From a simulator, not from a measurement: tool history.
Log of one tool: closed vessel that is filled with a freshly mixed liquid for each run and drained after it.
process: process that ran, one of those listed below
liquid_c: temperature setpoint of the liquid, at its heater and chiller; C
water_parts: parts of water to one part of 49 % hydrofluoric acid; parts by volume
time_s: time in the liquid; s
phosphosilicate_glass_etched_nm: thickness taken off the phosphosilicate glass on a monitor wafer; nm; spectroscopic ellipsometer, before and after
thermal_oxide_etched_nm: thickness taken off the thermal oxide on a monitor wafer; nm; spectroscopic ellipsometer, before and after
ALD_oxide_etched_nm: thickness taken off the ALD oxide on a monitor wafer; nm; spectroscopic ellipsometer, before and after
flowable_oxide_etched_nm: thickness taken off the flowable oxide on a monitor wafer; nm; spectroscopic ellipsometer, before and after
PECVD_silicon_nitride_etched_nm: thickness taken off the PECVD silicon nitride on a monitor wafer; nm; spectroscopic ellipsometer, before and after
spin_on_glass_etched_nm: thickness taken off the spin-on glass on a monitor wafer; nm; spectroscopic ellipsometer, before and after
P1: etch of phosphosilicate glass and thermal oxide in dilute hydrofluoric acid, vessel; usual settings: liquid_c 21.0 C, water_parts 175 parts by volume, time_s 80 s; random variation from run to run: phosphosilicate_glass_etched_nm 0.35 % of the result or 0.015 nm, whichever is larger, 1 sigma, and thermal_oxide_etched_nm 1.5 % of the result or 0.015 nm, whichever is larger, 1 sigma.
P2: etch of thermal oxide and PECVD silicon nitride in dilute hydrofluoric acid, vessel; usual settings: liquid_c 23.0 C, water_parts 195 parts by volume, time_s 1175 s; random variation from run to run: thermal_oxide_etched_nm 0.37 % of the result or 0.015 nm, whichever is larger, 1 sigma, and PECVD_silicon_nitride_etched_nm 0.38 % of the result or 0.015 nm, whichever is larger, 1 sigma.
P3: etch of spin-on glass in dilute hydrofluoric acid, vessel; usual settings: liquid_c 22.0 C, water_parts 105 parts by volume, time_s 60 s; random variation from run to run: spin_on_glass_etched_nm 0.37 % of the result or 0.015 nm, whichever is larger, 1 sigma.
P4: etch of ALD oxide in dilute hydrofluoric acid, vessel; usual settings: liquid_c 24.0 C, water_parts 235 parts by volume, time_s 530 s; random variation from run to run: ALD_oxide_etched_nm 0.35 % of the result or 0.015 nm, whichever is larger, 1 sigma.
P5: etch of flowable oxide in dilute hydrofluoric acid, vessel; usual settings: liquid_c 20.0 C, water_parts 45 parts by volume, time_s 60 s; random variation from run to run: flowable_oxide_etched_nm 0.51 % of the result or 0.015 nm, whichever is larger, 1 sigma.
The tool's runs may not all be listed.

run   hour  process  liquid_c  water_parts  time_s  hours since the thermometer was replaced  hours since the hydrofluoric acid flow meter was replaced  phosphosilicate_glass_etched_nm  thermal_oxide_etched_nm  ALD_oxide_etched_nm  flowable_oxide_etched_nm  PECVD_silicon_nitride_etched_nm  spin_on_glass_etched_nm
  1    7.1       P1      21.0          175      80                                     319.1                                                      821.3                          35.3050                  1.82160
  2   13.2       P4      24.0          120     530                                     325.2                                                      827.4                                                                         95.514
  3   20.6       P5      20.0           75      60                                     332.6                                                      834.8                                                                                                   14.562
  4   24.8       P1      21.0          300      40                                     336.8                                                      839.0                           9.0475                  0.43743
  5   32.6       P1      21.0          175     155                                     344.6                                                      846.8                          67.9440                  3.43150
  6   36.7       P1      26.0          175      80                                     348.7                                                      850.9                          42.4850                  2.18260
  7   44.9       P2      23.0          195     380                                     356.9                                                      859.1                                                   8.27470                                                                          3.9494
  8   53.4       P2      23.0          320    1175                                     365.4                                                      867.6                                                  13.82500                                                                          7.4878
  9   58.0       P1      17.5          175      30                                     370.0                                                      872.2                          11.4020                  0.59195
 10   62.4       P3      22.0           50      60                                     374.4                                                      876.6                                                                                                                                                            35.2280
 11   71.1       P1      17.5          285      80                                     383.1                                                      885.3                          17.0200                  0.82845
 12   74.9       P1      21.0          285      80                                     386.9                                                      889.1                          19.3790                  1.01300
 13   79.0       P2      23.0          195    1175                                     391.0                                                      893.2                                                  25.72500                                                                         12.2640
 14   85.5       P2      31.5          195    1175                                     397.5                                                      899.7                                                  34.77600                                                                         20.5540
 15   91.7       P1      21.0          175      80                                     403.7                                                      905.9                          35.2670                  1.82790
 16   95.7       P1      21.0          175      80                                     407.7                                                      909.9                          35.1790                  1.77750
 17  101.2       P3      22.0          105      30                                     413.2                                                      915.4                                                                                                                                                             7.7774
     105.7  -- hydrofluoric acid flow meter replaced
 18  105.8       P5      28.0           45      60                                     417.8                                                        0.1                                                                                                   35.502
 19  112.0       P3      22.0          105      60                                     424.0                                                        6.3                                                                                                                                                            15.5630
 20  118.3       P5      20.0           45      30                                     430.3                                                       12.6                                                                                                   12.591
 21  125.8       P2      23.0          195    1175                                     437.8                                                       20.1                                                  25.69100                                                                         12.2850

Run 22 comes next. What will it give?
 22  133.6       P5      20.0           45      60                                     445.6                                                       27.9                                                                                                        ?

{"run 22": {"flowable_oxide_etched_nm": 25.257}}

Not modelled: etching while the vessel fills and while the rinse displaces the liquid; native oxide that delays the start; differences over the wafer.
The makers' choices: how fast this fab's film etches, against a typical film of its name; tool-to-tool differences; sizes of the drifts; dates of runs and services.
